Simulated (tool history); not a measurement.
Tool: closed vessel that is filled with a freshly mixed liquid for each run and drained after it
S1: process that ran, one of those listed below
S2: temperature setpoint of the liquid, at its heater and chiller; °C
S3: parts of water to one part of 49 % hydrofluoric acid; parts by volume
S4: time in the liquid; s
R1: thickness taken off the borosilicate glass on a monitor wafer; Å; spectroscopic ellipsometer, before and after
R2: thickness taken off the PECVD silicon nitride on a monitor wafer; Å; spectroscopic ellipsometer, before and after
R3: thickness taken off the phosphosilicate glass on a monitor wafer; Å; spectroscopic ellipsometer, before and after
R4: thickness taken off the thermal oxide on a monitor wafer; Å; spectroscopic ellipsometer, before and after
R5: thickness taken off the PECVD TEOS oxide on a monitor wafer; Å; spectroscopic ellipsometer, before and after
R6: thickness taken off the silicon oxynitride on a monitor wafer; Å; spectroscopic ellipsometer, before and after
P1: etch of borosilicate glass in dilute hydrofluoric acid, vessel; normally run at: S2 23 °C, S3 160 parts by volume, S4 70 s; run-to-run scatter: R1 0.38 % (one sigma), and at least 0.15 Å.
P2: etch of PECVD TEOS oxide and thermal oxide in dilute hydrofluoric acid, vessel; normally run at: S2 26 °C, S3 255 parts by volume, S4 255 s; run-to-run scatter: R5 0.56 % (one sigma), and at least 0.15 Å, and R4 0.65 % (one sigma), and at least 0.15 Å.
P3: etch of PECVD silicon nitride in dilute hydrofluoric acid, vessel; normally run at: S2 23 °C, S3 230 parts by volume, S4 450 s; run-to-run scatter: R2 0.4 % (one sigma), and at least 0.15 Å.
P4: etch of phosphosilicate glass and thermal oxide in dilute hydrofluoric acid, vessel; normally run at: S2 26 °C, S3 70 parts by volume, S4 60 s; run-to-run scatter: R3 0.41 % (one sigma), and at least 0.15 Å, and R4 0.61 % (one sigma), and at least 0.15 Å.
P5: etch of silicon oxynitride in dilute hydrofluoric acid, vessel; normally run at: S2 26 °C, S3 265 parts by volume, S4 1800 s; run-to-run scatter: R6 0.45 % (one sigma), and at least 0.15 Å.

Run 1, day 0.288: S1 P1, S2 23 °C, S3 160 parts by volume, S4 70 s. Result: R1 109.99 Å.
Run 2, day 0.933: S1 P3, S2 23 °C, S3 230 parts by volume, S4 450 s. Result: R2 67.958 Å.
Run 3, day 1.275: S1 P1, S2 31 °C, S3 160 parts by volume, S4 70 s. Result: R1 147.64 Å.
Run 4, day 1.933: S1 P3, S2 23 °C, S3 115 parts by volume, S4 450 s. Result: R2 135.23 Å.
Run 5, day 2.279: S1 P1, S2 17 °C, S3 160 parts by volume, S4 40 s. Result: R1 49.733 Å.
Run 6, day 2.608: S1 P1, S2 18.5 °C, S3 160 parts by volume, S4 70 s. Result: R1 92.697 Å.
Run 7, day 2.904: S1 P4, S2 26 °C, S3 70 parts by volume, S4 60 s. Result: R3 1504.3 Å, R4 47.539 Å.
Run 8, day 3.308: S1 P1, S2 23 °C, S3 160 parts by volume, S4 70 s. Result: R1 110.09 Å.
Run 9, day 3.633: S1 P1, S2 23 °C, S3 160 parts by volume, S4 70 s. Result: R1 109.84 Å.
Run 10, day 4.271: S1 P1, S2 23 °C, S3 250 parts by volume, S4 70 s. Result: R1 64.345 Å.
Run 11, day 4.621: S1 P4, S2 26 °C, S3 70 parts by volume, S4 30 s. Result: R3 761.3 Å, R4 24.018 Å.
Run 12, day 5.25: S1 P2, S2 26 °C, S3 255 parts by volume, S4 60 s. Result: R4 10.544 Å, R5 34.448 Å.
Run 13, day 5.7: S1 P2, S2 26 °C, S3 255 parts by volume, S4 255 s. Result: R4 44.813 Å, R5 145.09 Å.
Run 14, day 6.133: S1 P3, S2 23 °C, S3 230 parts by volume, S4 30 s. Result: R2 4.7031 Å.
Run 15, day 6.575: S1 P2, S2 26 °C, S3 415 parts by volume, S4 255 s. Result: R4 23.773 Å, R5 75.934 Å.
Run 16, day 7.062: S1 P5, S2 31 °C, S3 265 parts by volume, S4 1800 s. Result: R6 260.15 Å.
Run 17, day 7.621: S1 P5, S2 26 °C, S3 265 parts by volume, S4 1800 s. Result: R6 212.47 Å.
Run 18, day 8.279: S1 P2, S2 26 °C, S3 255 parts by volume, S4 255 s. Result: R4 45.472 Å, R5 145.16 Å.
Run 19, day 8.575: S1 P4, S2 32 °C, S3 70 parts by volume, S4 60 s. Result: R3 1914.8 Å, R4 60.056 Å.
Run 20, day 8.938: S1 P4, S2 26 °C, S3 70 parts by volume, S4 60 s. Result: R3 1518.2 Å, R4 47.924 Å.
Run 21, day 9.438: S1 P5, S2 26 °C, S3 265 parts by volume, S4 725 s. Result: R6 85.436 Å.
Run 22, day 9.808: S1 P2, S2 18 °C, S3 255 parts by volume, S4 255 s. Result: R4 33.617 Å, R5 109.5 Å.
Run 23, day 10.2: S1 P5, S2 26 °C, S3 265 parts by volume, S4 1800 s. Result: R6 210.51 Å.

Forecast run 24:
Run 24, day 10.517: S1 P4, S2 26 °C, S3 40 parts by volume, S4 60 s. Result: R3 ?, R4 ?.

{"run 24": {"R3": 2771.2, "R4": 87.481}}
